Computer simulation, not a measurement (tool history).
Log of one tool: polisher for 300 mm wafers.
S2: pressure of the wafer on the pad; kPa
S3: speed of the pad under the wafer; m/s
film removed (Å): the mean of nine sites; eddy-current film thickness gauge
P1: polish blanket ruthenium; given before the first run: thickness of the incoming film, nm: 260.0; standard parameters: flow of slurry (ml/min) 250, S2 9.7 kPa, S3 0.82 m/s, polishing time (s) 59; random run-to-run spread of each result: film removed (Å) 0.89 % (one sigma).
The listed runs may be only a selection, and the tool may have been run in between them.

run 1 hour=4.8 | flow_of_slurry_(ml/min)=250 S2=9.7 S3=0.82 polishing_time_(s)=59 | film_removed_(Å)=349.66
run 2 hour=11.2 | flow_of_slurry_(ml/min)=250 S2=9.7 S3=0.82 polishing_time_(s)=59 | film_removed_(Å)=349.62
run 3 hour=18.5 | flow_of_slurry_(ml/min)=150 S2=9.7 S3=0.82 polishing_time_(s)=59 | film_removed_(Å)=313.93
run 4 hour=25.7 | flow_of_slurry_(ml/min)=180 S2=9.7 S3=0.82 polishing_time_(s)=75 | film_removed_(Å)=414.32
run 5 hour=29.8 | flow_of_slurry_(ml/min)=250 S2=9.7 S3=0.82 polishing_time_(s)=59 | film_removed_(Å)=350.41
run 6 hour=36.8 | flow_of_slurry_(ml/min)=320 S2=9.7 S3=0.82 polishing_time_(s)=59 | film_removed_(Å)=351.29
run 7 hour=44.2 | flow_of_slurry_(ml/min)=250 S2=9.7 S3=0.82 polishing_time_(s)=59 | film_removed_(Å)=340.27
run 8 hour=47.8 | flow_of_slurry_(ml/min)=250 S2=9.7 S3=0.82 polishing_time_(s)=31 | film_removed_(Å)=182.51
run 9 hour=55.4 | flow_of_slurry_(ml/min)=250 S2=9.7 S3=0.82 polishing_time_(s)=87 | film_removed_(Å)=507.87
run 10 hour=62.2 | flow_of_slurry_(ml/min)=250 S2=9.7 S3=0.44 polishing_time_(s)=59 | film_removed_(Å)=185.93
-- hour=62.5 slurry nozzle cleaned
run 11 hour=65.6 | flow_of_slurry_(ml/min)=250 S2=4.8 S3=0.82 polishing_time_(s)=59 | film_removed_(Å)=171.08
run 12 hour=72.6 | flow_of_slurry_(ml/min)=250 S2=13.8 S3=0.54 polishing_time_(s)=59 | film_removed_(Å)=324.41
run 13 hour=78.0 | flow_of_slurry_(ml/min)=250 S2=9.7 S3=0.82 polishing_time_(s)=59 | film_removed_(Å)=344.27
run 14 hour=85.6 | flow_of_slurry_(ml/min)=250 S2=9.7 S3=1.28 polishing_time_(s)=59 | film_removed_(Å)=540.54
run 15 hour=89.5 | flow_of_slurry_(ml/min)=250 S2=15.2 S3=0.82 polishing_time_(s)=59 | film_removed_(Å)=534.69
run 16 hour=97.3 | flow_of_slurry_(ml/min)=250 S2=9.7 S3=0.82 polishing_time_(s)=59 | film_removed_(Å)=343.52
run 17 hour=102.7 | flow_of_slurry_(ml/min)=250 S2=9.7 S3=0.82 polishing_time_(s)=59 | film_removed_(Å)=335.54
run 18 hour=108.5 | flow_of_slurry_(ml/min)=250 S2=9.7 S3=0.82 polishing_time_(s)=59 | film_removed_(Å)=328.23
run 19 hour=113.4 | flow_of_slurry_(ml/min)=250 S2=9.7 S3=0.82 polishing_time_(s)=59 | film_removed_(Å)=329.89
-- hour=113.6 head pressure recalibrated
run 20 hour=118.9 | flow_of_slurry_(ml/min)=250 S2=9.7 S3=0.82 polishing_time_(s)=59 | film_removed_(Å)=332.21
run 21 hour=123.7 | flow_of_slurry_(ml/min)=250 S2=9.7 S3=0.82 polishing_time_(s)=59 | film_removed_(Å)=329.07
run 22 hour=130.7 | flow_of_slurry_(ml/min)=250 S2=9.7 S3=0.82 polishing_time_(s)=59 | film_removed_(Å)=328.81
run 23 hour=134.8 | flow_of_slurry_(ml/min)=250 S2=9.7 S3=0.82 polishing_time_(s)=59 | film_removed_(Å)=324.08

The log shows P1 creeping away from where it was. Any of the 2 causes listed here, at the size stated for it, fits the log just as well as the others:
A: slurry flow missing at the pad, % = 33.1
B: removal rate lost through wear of the pad, % = 5.11
At approximately hour 97.3, the process output began to creep.
Ruled out, with reasons:
head's pressure below its setpoint, %: maintenance at hour 113.6, after the shift began, did not return the process to its former output

Which of the check runs below tells the causes apart, meaning the causes would give it clearly different results? Each run uses 5 wafers whose results are averaged, and each result is shown as a question mark.
run check 1 hour=138.9 | flow_of_slurry_(ml/min)=250 S2=13.1 S3=0.48 polishing_time_(s)=59 | film_removed_(Å)=?
run check 2 hour=138.9 | flow_of_slurry_(ml/min)=250 S2=9.7 S3=1.14 polishing_time_(s)=82 | film_removed_(Å)=?
run check 3 hour=138.9 | flow_of_slurry_(ml/min)=250 S2=13.8 S3=0.82 polishing_time_(s)=59 | film_removed_(Å)=?
run check 4 hour=138.9 | flow_of_slurry_(ml/min)=150 S2=4.8 S3=0.82 polishing_time_(s)=59 | film_removed_(Å)=?

How each check would come out, cause by cause:
check=check_1 result=film_removed_(Å) if_A=259.89 if_B=259.91
check=check_2 result=film_removed_(Å) if_A=632.10 if_B=632.17
check=check_3 result=film_removed_(Å) if_A=467.34 if_B=467.39
check=check_4 result=film_removed_(Å) if_A=147.69 if_B=152.45
Separation of the two closest causes in each check, using whichever result separates them best: check 1 0.01 %; check 2 0.01 %; check 3 0.01 %; check 4 3.17 %
Check 4 is the one run that separates the causes; every other check would come out nearly the same whichever cause is at work.

Here is what check 4 returned: film removed (Å) 152.52. Which cause is it?

Of the candidate causes, it is B: removal rate lost through wear of the pad, %.
